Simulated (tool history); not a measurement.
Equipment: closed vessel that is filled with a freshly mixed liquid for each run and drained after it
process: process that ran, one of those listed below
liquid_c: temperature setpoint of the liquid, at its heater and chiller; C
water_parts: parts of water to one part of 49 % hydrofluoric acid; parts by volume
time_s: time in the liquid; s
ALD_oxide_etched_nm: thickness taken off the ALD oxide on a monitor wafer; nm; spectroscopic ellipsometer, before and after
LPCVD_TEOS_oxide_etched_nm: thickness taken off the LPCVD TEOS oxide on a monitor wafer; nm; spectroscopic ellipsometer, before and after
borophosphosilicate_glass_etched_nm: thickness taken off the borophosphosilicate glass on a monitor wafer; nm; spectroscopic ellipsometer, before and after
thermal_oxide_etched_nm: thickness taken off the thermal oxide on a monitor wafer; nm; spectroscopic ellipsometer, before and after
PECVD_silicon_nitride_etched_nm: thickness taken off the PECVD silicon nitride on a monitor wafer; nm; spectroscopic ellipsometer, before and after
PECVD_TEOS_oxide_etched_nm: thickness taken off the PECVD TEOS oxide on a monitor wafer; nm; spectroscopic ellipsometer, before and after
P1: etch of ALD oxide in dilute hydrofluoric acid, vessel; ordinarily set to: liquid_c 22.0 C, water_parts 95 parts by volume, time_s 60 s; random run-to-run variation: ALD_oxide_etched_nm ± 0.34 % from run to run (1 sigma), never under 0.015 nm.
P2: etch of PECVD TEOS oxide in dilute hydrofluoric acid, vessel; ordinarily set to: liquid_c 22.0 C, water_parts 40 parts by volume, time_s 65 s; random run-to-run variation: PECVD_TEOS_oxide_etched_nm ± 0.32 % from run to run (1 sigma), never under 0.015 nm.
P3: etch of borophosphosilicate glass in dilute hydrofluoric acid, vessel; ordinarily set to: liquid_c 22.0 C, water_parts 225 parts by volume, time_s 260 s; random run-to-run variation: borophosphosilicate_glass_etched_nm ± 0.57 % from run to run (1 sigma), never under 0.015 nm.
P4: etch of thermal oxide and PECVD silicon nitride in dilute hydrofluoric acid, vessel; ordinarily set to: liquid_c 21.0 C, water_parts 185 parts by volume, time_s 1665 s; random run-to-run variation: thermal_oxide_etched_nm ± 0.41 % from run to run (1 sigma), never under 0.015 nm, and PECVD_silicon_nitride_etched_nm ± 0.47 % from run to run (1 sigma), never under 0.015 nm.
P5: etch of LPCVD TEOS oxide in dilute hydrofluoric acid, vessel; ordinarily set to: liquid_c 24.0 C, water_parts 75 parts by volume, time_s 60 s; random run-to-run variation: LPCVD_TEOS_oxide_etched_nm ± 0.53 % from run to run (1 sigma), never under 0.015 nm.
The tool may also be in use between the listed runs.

run	day	process	liquid_c	water_parts	time_s	ALD_oxide_etched_nm	LPCVD_TEOS_oxide_etched_nm	borophosphosilicate_glass_etched_nm	thermal_oxide_etched_nm	PECVD_silicon_nitride_etched_nm	PECVD_TEOS_oxide_etched_nm
1	0.425	P1	22.0	95	60	14.9680					
2	0.779	P1	22.0	95	30	7.4472					
3	1.083	P5	24.0	110	60		14.598				
4	1.596	P1	22.0	95	60	14.8570					
5	2.142	P1	22.0	95	60	14.7760					
6	2.762	P3	22.0	100	260			130.780			
7	3.279	P3	22.0	225	260			51.088			
8	3.738	P4	27.0	185	1665				44.12900	54.83600	
9	4.233	P2	22.0	40	110						59.631
10	4.696	P2	22.0	40	65						35.319
11	5.088	P4	21.0	185	30				0.62197	0.66965	
12	5.571	P5	24.0	75	60		22.172				
13	6.029	P2	22.0	65	65						20.971
14	6.608	P1	29.5	95	60	19.9190					
15	7.183	P1	22.0	95	90	22.3510					
16	7.758	P1	22.0	155	60	8.5018					
17	8.400	P5	24.0	75	115		42.811				
18	8.929	P4	21.0	185	1665				35.08800	37.45300	
19	9.392	P1	22.0	30	60	51.1740					
20	9.696	P4	21.0	185	1665				35.04000	37.01400	
21	10.317	P4	21.0	335	1665				16.73500	20.99400	
22	10.817	P1	22.0	95	60	14.8110					
23	11.254	P3	22.0	225	50			9.941			
24	11.671	P1	28.0	95	30	9.4654					
25	12.333	P3	28.0	225	260			63.409			
26	12.979	P1	22.0	95	60	14.7900					
27	13.608	P2	28.0	40	65						45.194
28	14.054	P1	17.0	95	60	12.1170					
29	14.617	P5	17.0	75	60		16.530				
30	15.242	P1	22.0	95	60	14.9680					
31	15.812	P1	22.0	95	60	14.5590					
32	16.321	P1	22.0	95	60	14.2110					
33	16.958	P1	22.0	95	60	14.0780					
34	17.496	P1	22.0	95	60	14.0120					
35	18.175	P1	22.0	95	60	13.8840					
36	18.738	P1	22.0	95	60	13.8250					
37	19.254	P1	22.0	95	60	13.6930					
38	19.817	P1	22.0	95	60	13.8500					
39	20.171	P1	22.0	95	60	13.7630					
40	20.688	P1	22.0	95	60	13.7970					
41	21.312	P1	22.0	95	60	13.8060					

P1 no longer gives what it gave before; its output has crept away from where it was. The following 2 causes, each at its listed size, fit the log equally well:
A: hydrofluoric acid flow below the setpoint (%) = 6.92
B: liquid colder than its thermometer reads (K) = 1.97
Creep in the process output first set in at about day 15.242.

4 check runs are offered, one wafer each, their results left as question marks. Which one tells the causes apart?
check 1	21.938	P2	26.5	60	65						?
check 2	21.938	P3	22.0	120	135			?			
check 3	21.938	P5	18.0	105	60		?				
check 4	21.938	P4	21.0	270	480				?	?	

What each check would give under each cause:
check	result	if A	if B
check 1	PECVD_TEOS_oxide_etched_nm	25.503	25.463
check 2	borophosphosilicate_glass_etched_nm	51.389	51.526
check 3	LPCVD_TEOS_oxide_etched_nm	11.095	11.063
check 4	thermal_oxide_etched_nm	5.82000	5.92120
check 4	PECVD_silicon_nitride_etched_nm	6.95040	6.56840
Per check, the gap between the least separated pair of causes, taken in the result that splits them most: check 1 0.16 %; check 2 0.27 %; check 3 0.29 %; check 4 5.65 %
The other checks would show nearly matching results whichever cause is true, so check 4 is the only one that separates the causes.

Here is what check 4 returned: thermal_oxide_etched_nm 5.95730 nm; PECVD_silicon_nitride_etched_nm 6.56760 nm. Which cause is it?

B is the cause: liquid colder than its thermometer reads (K).
